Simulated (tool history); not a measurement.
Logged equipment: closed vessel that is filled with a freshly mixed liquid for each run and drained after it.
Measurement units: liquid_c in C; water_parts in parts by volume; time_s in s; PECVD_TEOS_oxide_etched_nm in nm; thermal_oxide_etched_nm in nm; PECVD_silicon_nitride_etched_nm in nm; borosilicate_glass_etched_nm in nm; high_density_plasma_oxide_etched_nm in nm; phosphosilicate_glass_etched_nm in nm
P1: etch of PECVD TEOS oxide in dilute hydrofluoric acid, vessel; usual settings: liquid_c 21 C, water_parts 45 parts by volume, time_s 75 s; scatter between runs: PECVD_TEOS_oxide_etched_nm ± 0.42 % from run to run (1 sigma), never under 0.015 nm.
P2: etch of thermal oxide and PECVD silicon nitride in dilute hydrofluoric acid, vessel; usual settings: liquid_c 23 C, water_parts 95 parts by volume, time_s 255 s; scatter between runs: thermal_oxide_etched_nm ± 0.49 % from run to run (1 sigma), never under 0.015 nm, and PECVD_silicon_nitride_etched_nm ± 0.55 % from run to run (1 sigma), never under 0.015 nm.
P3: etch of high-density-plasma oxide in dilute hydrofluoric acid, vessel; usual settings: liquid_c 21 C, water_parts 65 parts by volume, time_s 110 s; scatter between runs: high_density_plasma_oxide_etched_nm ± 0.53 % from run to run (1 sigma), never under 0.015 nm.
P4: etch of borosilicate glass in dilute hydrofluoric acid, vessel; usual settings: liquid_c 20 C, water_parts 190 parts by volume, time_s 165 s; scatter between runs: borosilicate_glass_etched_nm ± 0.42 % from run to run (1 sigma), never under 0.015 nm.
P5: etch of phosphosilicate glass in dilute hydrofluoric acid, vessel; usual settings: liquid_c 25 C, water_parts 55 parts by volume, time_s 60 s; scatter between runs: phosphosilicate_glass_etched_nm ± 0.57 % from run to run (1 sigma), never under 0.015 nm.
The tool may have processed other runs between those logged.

run,hour,process,liquid_c,water_parts,time_s,PECVD_TEOS_oxide_etched_nm,thermal_oxide_etched_nm,PECVD_silicon_nitride_etched_nm,borosilicate_glass_etched_nm,high_density_plasma_oxide_etched_nm,phosphosilicate_glass_etched_nm
1,7.3,P1,21,45,75,31.514,,,,,
2,15,P2,23,175,255,,6.2454,3.1345,,,
3,21.3,P4,17,190,165,,,,16.886,,
4,26.4,P4,20,190,165,,,,19.084,,
5,33.8,P1,25.5,45,75,38.31,,,,,
6,40,P1,21,45,75,31.745,,,,,
7,46.5,P2,23,95,255,,12.554,5.7115,,,
8,55.3,P4,20,190,315,,,,36.351,,
9,64.3,P3,21,65,30,,,,,2.2727,
10,68.8,P1,21,45,75,31.425,,,,,
11,72.8,P1,17,45,75,26.544,,,,,
12,81,P1,21,45,75,31.637,,,,,
13,86.3,P1,21,30,30,19.371,,,,,
14,90.7,P4,20,190,165,,,,19.007,,
15,98.5,P1,21,45,30,12.586,,,,,
16,105.4,P5,25,55,60,,,,,,72.179
17,113.7,P1,21,45,75,31.702,,,,,
18,119.2,P3,21,65,110,,,,,8.1746,
19,126.3,P5,19,55,60,,,,,,56.214
20,131.1,P1,21,45,140,59.279,,,,,
21,139.1,P1,21,70,75,19.586,,,,,
22,145.7,P5,25,20,60,,,,,,208.07
23,150.1,P2,23,95,255,,12.667,5.76,,,
24,154,P3,17,65,110,,,,,6.9399,
25,161.5,P2,17,95,255,,9.9003,3.7991,,,
26,165.5,P1,21,20,75,73.829,,,,,
27,169.9,P5,25,55,90,,,,,,108.48
28,175.9,P2,23,95,70,,3.4757,1.5606,,,
29,181.1,P3,21,90,110,,,,,5.685,
30,187.8,P3,21,65,110,,,,,8.2153,
31,195.2,P4,20,40,165,,,,106.14,,
32,202.4,P5,25,55,60,,,,,,72.454
33,206.9,P1,21,45,75,31.928,,,,,
34,212.3,P1,21,45,75,30.977,,,,,
35,221,P1,21,45,75,29.93,,,,,
36,229.3,P1,21,45,75,29.931,,,,,
37,234.8,P1,21,45,75,29.626,,,,,
38,243.9,P1,21,45,75,29.635,,,,,
39,252.3,P1,21,45,75,29.558,,,,,
40,260.7,P1,21,45,75,29.194,,,,,
41,265.8,P1,21,45,75,29.421,,,,,

Something has made what P1 gives creep away from where it was; the 2 causes below, each at its own stated size, fit the log equally well:
A: liquid colder than its thermometer reads (K) = 1.71
B: hydrofluoric acid flow below the setpoint (%) = 6.65
The creep began at about hour 206.9.

You are offered 4 check runs, listed below with question marks in place of their results; each one averages 3 wafers. Which run separates the listed causes by giving clearly different results for each?
check 1,270.9,P3,17.5,65,40,,,,,?,
check 2,270.9,P2,23,170,150,,?,?,,,
check 3,270.9,P4,20,40,165,,,,?,,
check 4,270.9,P5,25,20,60,,,,,,?

Predicted outcomes, by check and by cause:
check,result,if A,if B
check 1,high_density_plasma_oxide_etched_nm,2.3772,2.3771
check 2,thermal_oxide_etched_nm,3.5599,3.5028
check 2,PECVD_silicon_nitride_etched_nm,1.6935,1.7687
check 3,borosilicate_glass_etched_nm,98.748,98.882
check 4,phosphosilicate_glass_etched_nm,193.71,194.01
Smallest distance between any two causes, each pair judged by its most separating result, in per cent: check 1 0 %; check 2 4.34 %; check 3 0.14 %; check 4 0.15 %
Only check 2 tells the causes apart: in the others they would give nearly the same result.

Running check 2 produced the following: thermal_oxide_etched_nm 3.493 nm; PECVD_silicon_nitride_etched_nm 1.7677 nm. Which one of the listed causes fits?

It was cause B: hydrofluoric acid flow below the setpoint (%).
